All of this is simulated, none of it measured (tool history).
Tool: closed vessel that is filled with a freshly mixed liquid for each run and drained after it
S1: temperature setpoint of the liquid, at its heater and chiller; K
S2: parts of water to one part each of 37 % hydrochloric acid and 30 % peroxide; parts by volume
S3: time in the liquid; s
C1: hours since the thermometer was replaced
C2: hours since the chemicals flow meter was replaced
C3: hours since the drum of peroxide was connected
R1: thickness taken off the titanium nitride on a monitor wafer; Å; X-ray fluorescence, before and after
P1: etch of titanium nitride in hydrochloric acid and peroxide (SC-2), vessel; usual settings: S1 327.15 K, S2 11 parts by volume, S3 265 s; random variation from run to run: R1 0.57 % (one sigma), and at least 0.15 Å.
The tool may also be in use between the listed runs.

{"run": 1, "hour": 4.3, "S1": 327.15, "S2": 11, "S3": 265, "C1": 629, "C2": 684.2, "C3": 498.2, "R1": 44.079}
{"run": 2, "hour": 8.9, "S1": 327.15, "S2": 14.5, "S3": 480, "C1": 633.6, "C2": 688.8, "C3": 502.8, "R1": 62.385}
{"run": 3, "hour": 11.2, "S1": 339.15, "S2": 15.5, "S3": 265, "C1": 635.9, "C2": 691.1, "C3": 505.1, "R1": 68.905}
{"run": 4, "hour": 13.8, "S1": 327.15, "S2": 20, "S3": 265, "C1": 638.5, "C2": 693.7, "C3": 507.7, "R1": 25.864}
{"run": 5, "hour": 17.2, "S1": 327.15, "S2": 11, "S3": 265, "C1": 641.9, "C2": 697.1, "C3": 511.1, "R1": 43.543}
{"run": 6, "hour": 20.3, "S1": 327.15, "S2": 4, "S3": 265, "C1": 645, "C2": 700.2, "C3": 514.2, "R1": 95.033}
{"run": 7, "hour": 25.4, "S1": 327.15, "S2": 11, "S3": 70, "C1": 650.1, "C2": 705.3, "C3": 519.3, "R1": 11.331}
{"run": 8, "hour": 29.1, "S1": 342.65, "S2": 11, "S3": 85, "C1": 653.8, "C2": 709, "C3": 523, "R1": 36.929}
{"run": 9, "hour": 32.9, "S1": 327.15, "S2": 11, "S3": 515, "C1": 657.6, "C2": 712.8, "C3": 526.8, "R1": 84.26}
{"run": 10, "hour": 37.4, "S1": 327.15, "S2": 11, "S3": 265, "C1": 662.1, "C2": 717.3, "C3": 531.3, "R1": 43.872}
{"run": 11, "hour": 40.7, "S1": 311.15, "S2": 11, "S3": 265, "C1": 665.4, "C2": 720.6, "C3": 534.6, "R1": 14.577}
{"hour": 41.5, "done": "thermometer replaced"}
{"run": 12, "hour": 45.1, "S1": 342.15, "S2": 11, "S3": 265, "C1": 3.7, "C2": 725, "C3": 539, "R1": 111.16}
{"run": 13, "hour": 48.0, "S1": 327.15, "S2": 11, "S3": 265, "C1": 6.6, "C2": 727.9, "C3": 541.9, "R1": 43.925}
{"run": 14, "hour": 50.4, "S1": 327.15, "S2": 11, "S3": 265, "C1": 9, "C2": 730.3, "C3": 544.3, "R1": 43.94}
{"run": 15, "hour": 53.6, "S1": 327.15, "S2": 11, "S3": 265, "C1": 12.2, "C2": 733.5, "C3": 547.5, "R1": 43.558}
{"run": 16, "hour": 56.4, "S1": 327.15, "S2": 11, "S3": 265, "C1": 15, "C2": 736.3, "C3": 550.3, "R1": 42.58}
{"run": 17, "hour": 60.7, "S1": 327.15, "S2": 11, "S3": 265, "C1": 19.3, "C2": 740.6, "C3": 554.6, "R1": 41.773}
{"run": 18, "hour": 64.9, "S1": 327.15, "S2": 11, "S3": 265, "C1": 23.5, "C2": 744.8, "C3": 558.8, "R1": 40.593}
{"run": 19, "hour": 69.4, "S1": 327.15, "S2": 11, "S3": 265, "C1": 28, "C2": 749.3, "C3": 563.3, "R1": 40.01}
{"run": 20, "hour": 71.8, "S1": 327.15, "S2": 11, "S3": 265, "C1": 30.4, "C2": 751.7, "C3": 565.7, "R1": 39.813}
{"run": 21, "hour": 76.0, "S1": 327.15, "S2": 11, "S3": 265, "C1": 34.6, "C2": 755.9, "C3": 569.9, "R1": 39.93}
{"run": 22, "hour": 78.9, "S1": 327.15, "S2": 11, "S3": 265, "C1": 37.5, "C2": 758.8, "C3": 572.8, "R1": 40.061}
{"run": 23, "hour": 82.5, "S1": 327.15, "S2": 11, "S3": 265, "C1": 41.1, "C2": 762.4, "C3": 576.4, "R1": 40.02}
{"hour": 82.6, "done": "new drum of peroxide connected"}
{"run": 24, "hour": 86.0, "S1": 327.15, "S2": 11, "S3": 265, "C1": 44.6, "C2": 765.9, "C3": 3.4, "R1": 39.093}
{"run": 25, "hour": 90.5, "S1": 327.15, "S2": 11, "S3": 265, "C1": 49.1, "C2": 770.4, "C3": 7.9, "R1": 38.913}
{"run": 26, "hour": 93.4, "S1": 327.15, "S2": 11, "S3": 265, "C1": 52, "C2": 773.3, "C3": 10.8, "R1": 39.954}

What P1 gives has crept away from where it was. These 2 causes fit the log equally well, each at the size given:
A: liquid colder than its thermometer reads (K) = 1.54
B: chemicals flow below the setpoint (%) = 11.1
The creep began at about hour 53.6.
Why every other cause is out:
peroxide weaker than its label (%): serviced at hour 82.6, which brought nothing back

4 check runs are offered, each on 3 wafers whose results are averaged, their results left as question marks. Which one tells the causes apart?
{"run": "check 1", "hour": 96.3, "S1": 312.65, "S2": 4, "S3": 265, "R1": "?"}
{"run": "check 2", "hour": 96.3, "S1": 317.65, "S2": 11, "S3": 265, "R1": "?"}
{"run": "check 3", "hour": 96.3, "S1": 313.15, "S2": 19.5, "S3": 265, "R1": "?"}
{"run": "check 4", "hour": 96.3, "S1": 335.65, "S2": 11, "S3": 450, "R1": "?"}

What each check would give under each cause:
check=check_1 result=R1 if_A=31.577 if_B=32.55
check=check_2 result=R1 if_A=20.764 if_B=20.897
check=check_3 result=R1 if_A=9.1343 if_B=9.158
check=check_4 result=R1 if_A=115.51 if_B=114.96
How far apart the two closest causes lie, in the result that separates them most: check 1 3.03 %; check 2 0.64 %; check 3 0.26 %; check 4 0.48 %
Check 1 tells the causes apart: in the others they would give nearly the same result.

Then check 1 was run and gave: R1 32.783 Å. Which cause is it?

It is B: chemicals flow below the setpoint (%).

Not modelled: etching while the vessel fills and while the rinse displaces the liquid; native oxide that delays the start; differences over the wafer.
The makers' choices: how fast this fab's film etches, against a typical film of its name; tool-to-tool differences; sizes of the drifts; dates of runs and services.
